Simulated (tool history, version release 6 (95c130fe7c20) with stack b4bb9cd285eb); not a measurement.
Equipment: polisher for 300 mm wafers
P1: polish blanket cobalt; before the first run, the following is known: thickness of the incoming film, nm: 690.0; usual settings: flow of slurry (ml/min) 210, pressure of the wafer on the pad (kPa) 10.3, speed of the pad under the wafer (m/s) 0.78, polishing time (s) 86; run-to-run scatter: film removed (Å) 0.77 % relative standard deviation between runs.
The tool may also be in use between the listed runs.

| run | hour | flow of slurry (ml/min) | pressure of the wafer on the pad (kPa) | speed of the pad under the wafer (m/s) | polishing time (s) | wafers polished on this pad | hours since the slurry nozzle was cleaned | hours since the head pressure was calibrated | film removed (Å) |
|---|---|---|---|---|---|---|---|---|---|
| 1 | 9.5 | 210 | 10.3 | 0.78 | 86 | 554 | 277.4 | 634.3 | 2912.0 |
| 2 | 22.6 | 305 | 10.3 | 0.78 | 86 | 683 | 290.5 | 647.4 | 3024.7 |
| 3 | 29.0 | 210 | 10.3 | 1.24 | 86 | 747 | 296.9 | 653.8 | 4585.4 |
| 4 | 35.6 | 210 | 10.3 | 0.78 | 133 | 812 | 303.5 | 660.4 | 4486.8 |
| 5 | 44.7 | 210 | 10.3 | 0.78 | 86 | 902 | 312.6 | 669.5 | 2927.7 |
|  | 45.6 | slurry nozzle cleaned |
| 6 | 53.5 | 210 | 10.3 | 0.78 | 86 | 989 | 7.9 | 678.3 | 2892.2 |
|  | 54.2 | head pressure recalibrated |
| 7 | 63.5 | 210 | 10.3 | 0.36 | 86 | 1088 | 17.9 | 9.3 | 1349.9 |
| 8 | 74.7 | 210 | 10.3 | 0.78 | 86 | 1198 | 29.1 | 20.5 | 2910.3 |
| 9 | 83.5 | 210 | 6.9 | 0.78 | 86 | 1285 | 37.9 | 29.3 | 1914.1 |
| 10 | 93.1 | 210 | 13.8 | 0.78 | 86 | 1380 | 47.5 | 38.9 | 3870.5 |
| 11 | 103.4 | 210 | 10.3 | 0.78 | 86 | 1482 | 57.8 | 49.2 | 2924.3 |
| 12 | 111.1 | 210 | 10.3 | 0.78 | 39 | 1558 | 65.5 | 56.9 | 1307.8 |
| 13 | 118.9 | 210 | 15.2 | 0.78 | 47 | 1635 | 73.3 | 64.7 | 2303.6 |
| 14 | 127.1 | 125 | 10.3 | 0.78 | 86 | 1716 | 81.5 | 72.9 | 2650.0 |
| 15 | 136.1 | 210 | 10.3 | 0.78 | 86 | 1805 | 90.5 | 81.9 | 2956.5 |
| 16 | 145.6 | 210 | 10.3 | 0.78 | 86 | 1899 | 100.0 | 91.4 | 2867.5 |
| 17 | 158.4 | 210 | 10.3 | 0.78 | 86 | 2025 | 112.8 | 104.2 | 2819.4 |
| 18 | 166.3 | 210 | 10.3 | 0.78 | 86 | 2103 | 120.7 | 112.1 | 2835.5 |
| 19 | 172.8 | 210 | 10.3 | 0.78 | 86 | 2168 | 127.2 | 118.6 | 2808.0 |
| 20 | 180.9 | 210 | 10.3 | 0.78 | 86 | 2248 | 135.3 | 126.7 | 2804.0 |
| 21 | 189.5 | 210 | 10.3 | 0.78 | 86 | 2333 | 143.9 | 135.3 | 2751.3 |
|  | 198.8 | worn pad replaced by a new one |
| 22 | 202.3 | 210 | 10.3 | 0.78 | 86 | 35 | 156.7 | 148.1 | 2729.7 |
| 23 | 212.0 | 210 | 10.3 | 0.78 | 86 | 131 | 166.4 | 157.8 | 2744.1 |
| 24 | 218.4 | 210 | 10.3 | 0.78 | 86 | 194 | 172.8 | 164.2 | 2773.3 |
| 25 | 226.5 | 210 | 10.3 | 0.78 | 86 | 274 | 180.9 | 172.3 | 2734.1 |
| 26 | 234.4 | 210 | 10.3 | 0.78 | 86 | 352 | 188.8 | 180.2 | 2777.3 |

What P1 gives has crept away from where it was. These 2 causes fit the log equally well, each at the size given:
A: slurry flow missing at the pad, % = 28.4
B: head's pressure below its setpoint, % = 4.82
The gradual shift began around hour 145.6.
The rest of the possible causes, and what rules out each one:
removal rate lost through wear of the pad, %: was serviced at hour 198.8, once the creep was under way, yet the earlier output never came back

Consider the 4 check runs below, whose results appear as question marks and each of which averages 5 wafers. Which one distinguishes the causes, in that each cause would give it a clearly different result?
| check 1 | 242.3 | 210 | 7.6 | 0.78 | 86 |  |  |  | ? |
| check 2 | 242.3 | 210 | 10.3 | 0.42 | 52 |  |  |  | ? |
| check 3 | 242.3 | 125 | 10.3 | 0.78 | 86 |  |  |  | ? |
| check 4 | 242.3 | 210 | 8.3 | 0.78 | 109 |  |  |  | ? |

What every check run would give for each of its results, assuming each possible cause in turn:
| check | result | if A | if B |
|---|---|---|---|
| check 1 | film removed (Å) | 2023.60 | 2023.50 |
| check 2 | film removed (Å) | 898.42 | 898.39 |
| check 3 | film removed (Å) | 2462.30 | 2537.10 |
| check 4 | film removed (Å) | 2797.90 | 2797.80 |
Smallest distance between any two causes, each pair judged by its most separating result, in per cent: check 1 0 %; check 2 0 %; check 3 2.99 %; check 4 0 %
The other checks would show nearly matching results whichever cause is true, so check 3 is the only one that separates the causes.

Then check 3 was run and gave: film removed (Å) 2547.00. Which cause is it?

The cause is B: head's pressure below its setpoint, %.

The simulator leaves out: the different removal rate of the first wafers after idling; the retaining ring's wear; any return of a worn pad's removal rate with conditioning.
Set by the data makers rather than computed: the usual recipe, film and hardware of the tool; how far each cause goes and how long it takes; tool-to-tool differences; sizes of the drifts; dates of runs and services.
